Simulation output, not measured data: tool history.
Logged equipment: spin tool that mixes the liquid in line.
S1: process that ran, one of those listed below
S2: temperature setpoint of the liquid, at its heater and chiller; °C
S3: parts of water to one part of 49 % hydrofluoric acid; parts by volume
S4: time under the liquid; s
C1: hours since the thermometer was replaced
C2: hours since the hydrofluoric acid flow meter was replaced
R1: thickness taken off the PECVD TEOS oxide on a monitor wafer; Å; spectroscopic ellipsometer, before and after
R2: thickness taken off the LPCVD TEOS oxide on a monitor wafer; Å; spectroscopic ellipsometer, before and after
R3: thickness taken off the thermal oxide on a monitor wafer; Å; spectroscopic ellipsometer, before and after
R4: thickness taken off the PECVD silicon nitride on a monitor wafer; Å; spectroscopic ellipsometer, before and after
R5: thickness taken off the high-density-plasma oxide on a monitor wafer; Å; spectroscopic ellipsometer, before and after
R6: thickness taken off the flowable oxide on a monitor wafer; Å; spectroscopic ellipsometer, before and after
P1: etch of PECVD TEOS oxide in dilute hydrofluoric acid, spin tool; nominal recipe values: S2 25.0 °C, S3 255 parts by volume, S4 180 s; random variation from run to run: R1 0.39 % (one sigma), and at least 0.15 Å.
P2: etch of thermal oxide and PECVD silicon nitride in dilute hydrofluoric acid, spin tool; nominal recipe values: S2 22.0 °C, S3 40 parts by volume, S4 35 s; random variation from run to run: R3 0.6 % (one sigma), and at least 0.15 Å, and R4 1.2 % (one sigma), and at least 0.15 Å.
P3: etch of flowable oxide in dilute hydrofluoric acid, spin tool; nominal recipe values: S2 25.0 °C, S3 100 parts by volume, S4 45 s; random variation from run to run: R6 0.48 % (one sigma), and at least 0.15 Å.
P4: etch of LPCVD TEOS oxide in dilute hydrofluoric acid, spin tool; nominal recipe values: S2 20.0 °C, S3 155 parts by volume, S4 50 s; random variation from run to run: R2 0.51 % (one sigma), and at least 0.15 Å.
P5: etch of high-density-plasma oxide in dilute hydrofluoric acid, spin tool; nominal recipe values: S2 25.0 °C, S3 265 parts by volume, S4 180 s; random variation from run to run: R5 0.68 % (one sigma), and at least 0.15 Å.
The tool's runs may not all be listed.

| run | hour | S1 | S2 | S3 | S4 | C1 | C2 | R1 | R2 | R3 | R4 | R5 | R6 |
|---|---|---|---|---|---|---|---|---|---|---|---|---|---|
| 1 | 7.7 | P1 | 25.0 | 255 | 180 | 974.0 | 466.2 | 53.9330 |  |  |  |  |  |
| 2 | 12.0 | P1 | 25.0 | 255 | 180 | 978.3 | 470.5 | 53.2410 |  |  |  |  |  |
| 3 | 17.8 | P4 | 20.0 | 155 | 50 | 984.1 | 476.3 |  | 92.246 |  |  |  |  |
| 4 | 24.6 | P2 | 22.0 | 40 | 35 | 990.9 | 483.1 |  |  | 43.292 | 21.5780 |  |  |
| 5 | 31.0 | P4 | 20.0 | 155 | 80 | 997.3 | 489.5 |  | 148.490 |  |  |  |  |
| 6 | 39.1 | P1 | 25.0 | 255 | 180 | 1005.4 | 497.6 | 53.8210 |  |  |  |  |  |
| 7 | 45.4 | P2 | 17.0 | 40 | 35 | 1011.7 | 503.9 |  |  | 34.922 | 14.9480 |  |  |
| 8 | 53.8 | P1 | 25.0 | 255 | 360 | 1020.1 | 512.3 | 107.4100 |  |  |  |  |  |
| 9 | 57.9 | P1 | 25.0 | 255 | 180 | 1024.2 | 516.4 | 53.5760 |  |  |  |  |  |
| 10 | 62.0 | P1 | 25.0 | 255 | 180 | 1028.3 | 520.5 | 53.9670 |  |  |  |  |  |
| 11 | 68.1 | P5 | 17.5 | 265 | 180 | 1034.4 | 526.6 |  |  |  |  | 27.776 |  |
| 12 | 75.3 | P5 | 25.0 | 265 | 325 | 1041.6 | 533.8 |  |  |  |  | 65.188 |  |
| 13 | 82.4 | P4 | 28.0 | 155 | 50 | 1048.7 | 540.9 |  | 124.680 |  |  |  |  |
| 14 | 90.8 | P3 | 33.5 | 100 | 45 | 1057.1 | 549.3 |  |  |  |  |  | 310.77 |
| 15 | 99.0 | P4 | 20.0 | 275 | 50 | 1065.3 | 557.5 |  | 46.145 |  |  |  |  |
| 16 | 104.5 | P1 | 25.0 | 65 | 180 | 1070.8 | 563.0 | 261.8200 |  |  |  |  |  |
|  | 109.1 | thermometer replaced |
| 17 | 113.2 | P3 | 25.0 | 100 | 45 | 4.2 | 571.7 |  |  |  |  |  | 225.01 |
| 18 | 121.6 | P1 | 25.0 | 350 | 20 | 12.6 | 580.1 | 3.8609 |  |  |  |  |  |
| 19 | 130.1 | P2 | 22.0 | 40 | 15 | 21.1 | 588.6 |  |  | 18.443 | 8.9648 |  |  |
| 20 | 137.7 | P3 | 25.0 | 180 | 45 | 28.7 | 596.2 |  |  |  |  |  | 113.40 |
| 21 | 145.5 | P2 | 22.0 | 70 | 35 | 36.5 | 604.0 |  |  | 23.717 | 12.0250 |  |  |
| 22 | 149.4 | P1 | 25.0 | 385 | 180 | 40.4 | 607.9 | 31.3500 |  |  |  |  |  |
| 23 | 153.8 | P1 | 25.0 | 255 | 180 | 44.8 | 612.3 | 53.7020 |  |  |  |  |  |
| 24 | 158.6 | P1 | 32.0 | 255 | 180 | 49.6 | 617.1 | 67.5220 |  |  |  |  |  |
| 25 | 165.1 | P3 | 25.0 | 100 | 85 | 56.1 | 623.6 |  |  |  |  |  | 424.70 |
| 26 | 173.4 | P1 | 17.0 | 255 | 180 | 64.4 | 631.9 | 40.0940 |  |  |  |  |  |
| 27 | 181.1 | P1 | 25.0 | 255 | 75 | 72.1 | 639.6 | 22.2660 |  |  |  |  |  |
| 28 | 189.0 | P5 | 25.0 | 265 | 180 | 80.0 | 647.5 |  |  |  |  | 37.046 |  |
| 29 | 197.7 | P5 | 25.0 | 455 | 180 | 88.7 | 656.2 |  |  |  |  | 17.617 |  |
| 30 | 202.4 | P1 | 25.0 | 255 | 180 | 93.4 | 660.9 | 53.6590 |  |  |  |  |  |
| 31 | 209.5 | P1 | 25.0 | 255 | 180 | 100.5 | 668.0 | 54.9070 |  |  |  |  |  |
| 32 | 216.5 | P1 | 25.0 | 255 | 180 | 107.5 | 675.0 | 55.6030 |  |  |  |  |  |
| 33 | 225.2 | P1 | 25.0 | 255 | 180 | 116.2 | 683.7 | 56.0610 |  |  |  |  |  |
| 34 | 233.3 | P1 | 25.0 | 255 | 180 | 124.3 | 691.8 | 56.7970 |  |  |  |  |  |
| 35 | 241.9 | P1 | 25.0 | 255 | 180 | 132.9 | 700.4 | 56.9620 |  |  |  |  |  |
| 36 | 247.3 | P1 | 25.0 | 255 | 180 | 138.3 | 705.8 | 56.5900 |  |  |  |  |  |
| 37 | 255.5 | P1 | 25.0 | 255 | 180 | 146.5 | 714.0 | 56.8290 |  |  |  |  |  |
| 38 | 261.9 | P1 | 25.0 | 255 | 180 | 152.9 | 720.4 | 56.8410 |  |  |  |  |  |

What P1 gives has crept off from where it sat before. The 2 causes that follow fit the log equally well, each at the size noted:
A: liquid hotter than its thermometer reads (K) = 1.81
B: hydrofluoric acid flow above the setpoint (%) = 5.13
The drift started at roughly hour 202.4.

The list below offers 4 check runs, each averaging the results of 5 wafers, and shows each result as a question mark. For which of them would the listed causes give clearly different results?
| check 1 | 268.3 | P2 | 17.0 | 40 | 15 |  |  |  |  | ? | ? |  |  |
| check 2 | 268.3 | P4 | 24.0 | 210 | 50 |  |  |  | ? |  |  |  |  |
| check 3 | 268.3 | P3 | 29.0 | 175 | 45 |  |  |  |  |  |  |  | ? |
| check 4 | 268.3 | P5 | 19.5 | 265 | 275 |  |  |  |  |  |  | ? |  |

What each check would give under each cause:
| check | result | if A | if B |
|---|---|---|---|
| check 1 | R3 | 16.097 | 15.676 |
| check 1 | R4 | 7.3084 | 6.7463 |
| check 2 | R2 | 80.231 | 79.848 |
| check 3 | R6 | 144.81 | 144.36 |
| check 4 | R5 | 48.975 | 48.723 |
Separation of the two closest causes in each check, using whichever result separates them best: check 1 8 %; check 2 0.48 %; check 3 0.32 %; check 4 0.52 %
Only in check 1 would the causes give clearly different results; in the remaining checks their results would be nearly the same.

Running check 1 produced the following: R3 15.772 Å; R4 6.8202 Å. Which one of the listed causes fits?

It is B: hydrofluoric acid flow above the setpoint (%).
